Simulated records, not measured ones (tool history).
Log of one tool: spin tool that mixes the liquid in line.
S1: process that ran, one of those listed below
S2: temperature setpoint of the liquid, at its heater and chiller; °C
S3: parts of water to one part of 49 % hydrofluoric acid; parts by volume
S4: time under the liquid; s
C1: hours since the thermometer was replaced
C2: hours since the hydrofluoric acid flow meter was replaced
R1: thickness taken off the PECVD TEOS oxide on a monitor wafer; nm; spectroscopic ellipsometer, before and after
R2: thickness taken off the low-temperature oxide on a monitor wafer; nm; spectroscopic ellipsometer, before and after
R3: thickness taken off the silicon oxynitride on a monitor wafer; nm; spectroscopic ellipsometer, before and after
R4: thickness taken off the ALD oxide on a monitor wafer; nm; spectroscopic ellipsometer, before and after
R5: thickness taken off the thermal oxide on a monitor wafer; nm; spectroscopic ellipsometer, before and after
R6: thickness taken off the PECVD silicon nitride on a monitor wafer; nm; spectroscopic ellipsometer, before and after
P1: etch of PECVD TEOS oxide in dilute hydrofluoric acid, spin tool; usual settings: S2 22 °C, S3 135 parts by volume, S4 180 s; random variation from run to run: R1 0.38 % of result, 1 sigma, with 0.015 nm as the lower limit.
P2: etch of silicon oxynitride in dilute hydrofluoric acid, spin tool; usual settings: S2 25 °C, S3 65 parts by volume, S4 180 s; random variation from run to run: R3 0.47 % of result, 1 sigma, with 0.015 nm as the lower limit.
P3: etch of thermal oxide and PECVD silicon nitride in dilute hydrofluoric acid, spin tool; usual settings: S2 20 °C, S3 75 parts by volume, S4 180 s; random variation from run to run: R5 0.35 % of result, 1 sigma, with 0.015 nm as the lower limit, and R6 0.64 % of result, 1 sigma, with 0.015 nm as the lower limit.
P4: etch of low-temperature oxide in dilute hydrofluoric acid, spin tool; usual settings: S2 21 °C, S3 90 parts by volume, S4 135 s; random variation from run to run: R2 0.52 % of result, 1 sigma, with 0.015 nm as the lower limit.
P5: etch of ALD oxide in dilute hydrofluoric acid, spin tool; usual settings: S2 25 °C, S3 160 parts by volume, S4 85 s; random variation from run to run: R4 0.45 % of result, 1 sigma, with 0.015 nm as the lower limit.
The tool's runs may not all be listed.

| run | day | S1 | S2 | S3 | S4 | C1 | C2 | R1 | R2 | R3 | R4 | R5 | R6 |
|---|---|---|---|---|---|---|---|---|---|---|---|---|---|
| 1 | 0.483 | P1 | 22 | 135 | 180 | 1228.2 | 1436.7 | 16.682 |  |  |  |  |  |
| 2 | 0.917 | P4 | 21 | 160 | 135 | 1238.6 | 1447.1 |  | 10.242 |  |  |  |  |
| 3 | 1.612 | P1 | 17 | 135 | 180 | 1255.3 | 1463.8 | 13.552 |  |  |  |  |  |
| 4 | 2.154 | P1 | 22 | 135 | 180 | 1268.3 | 1476.8 | 16.644 |  |  |  |  |  |
| 5 | 2.542 | P1 | 22 | 70 | 270 | 1277.6 | 1486.1 | 51.932 |  |  |  |  |  |
| 6 | 3.192 | P1 | 22 | 195 | 70 | 1293.2 | 1501.7 | 4.2102 |  |  |  |  |  |
| 7 | 3.675 | P2 | 25 | 65 | 15 | 1304.8 | 1513.3 |  |  | 0.35063 |  |  |  |
| 8 | 4.067 | P5 | 17 | 160 | 85 | 1314.2 | 1522.7 |  |  |  | 6.5045 |  |  |
| 9 | 4.412 | P3 | 20 | 75 | 15 | 1322.5 | 1531 |  |  |  |  | 0.77906 | 0.30868 |
| 10 | 4.783 | P1 | 22 | 135 | 15 | 1331.4 | 1539.9 | 1.4135 |  |  |  |  |  |
| 11 | 5.421 | P3 | 20 | 45 | 180 | 1346.7 | 1555.2 |  |  |  |  | 15.902 | 6.0449 |
| 12 | 5.762 | P4 | 28 | 90 | 135 | 1354.9 | 1563.4 |  | 25.779 |  |  |  |  |
| 13 | 6.358 | P5 | 25 | 160 | 85 | 1369.2 | 1577.7 |  |  |  | 8.9353 |  |  |
| 14 | 6.862 | P1 | 22 | 60 | 180 | 1381.3 | 1589.8 | 40.921 |  |  |  |  |  |
| 15 | 7.221 | P5 | 25 | 95 | 85 | 1389.9 | 1598.4 |  |  |  | 16.219 |  |  |
| 16 | 7.608 | P2 | 20 | 65 | 180 | 1399.2 | 1607.7 |  |  | 3.4827 |  |  |  |
| 17 | 8.2 | P3 | 20 | 75 | 180 | 1413.4 | 1621.9 |  |  |  |  | 9.2624 | 3.6643 |
| 18 | 8.717 | P3 | 17 | 75 | 180 | 1425.8 | 1634.3 |  |  |  |  | 8.1612 | 2.9319 |
| 19 | 9.175 | P1 | 29.5 | 135 | 110 | 1436.8 | 1645.3 | 13.477 |  |  |  |  |  |
| 20 | 9.925 | P2 | 25 | 65 | 180 | 1454.8 | 1663.3 |  |  | 4.3919 |  |  |  |
| 21 | 10.346 | P1 | 22 | 200 | 180 | 1464.9 | 1673.4 | 10.482 |  |  |  |  |  |
| 22 | 10.858 | P4 | 21 | 90 | 230 | 1477.2 | 1685.7 |  | 32.884 |  |  |  |  |
| 23 | 11.517 | P4 | 21 | 90 | 135 | 1493 | 1701.5 |  | 19.418 |  |  |  |  |
| 24 | 11.996 | P1 | 22 | 135 | 180 | 1504.5 | 1713 | 16.755 |  |  |  |  |  |
| 25 | 12.662 | P2 | 25 | 115 | 180 | 1520.5 | 1729 |  |  | 2.3794 |  |  |  |
| 26 | 13.404 | P1 | 30.5 | 135 | 180 | 1538.3 | 1746.8 | 22.909 |  |  |  |  |  |
| 27 | 14.046 | P5 | 25 | 160 | 130 | 1553.7 | 1762.2 |  |  |  | 13.57 |  |  |
| 28 | 14.421 | P1 | 22 | 135 | 305 | 1562.7 | 1771.2 | 28.22 |  |  |  |  |  |
| 29 | 15.075 | P3 | 20 | 75 | 180 | 1578.4 | 1786.9 |  |  |  |  | 9.2516 | 3.6674 |

Run 30, settings as shown, results not yet in. Your forecast:
| 30 | 15.471 | P1 | 22 | 135 | 180 | 1587.9 | 1796.4 | ? |  |  |  |  |  |

For run 30 the tool returned R1 16.686 nm.
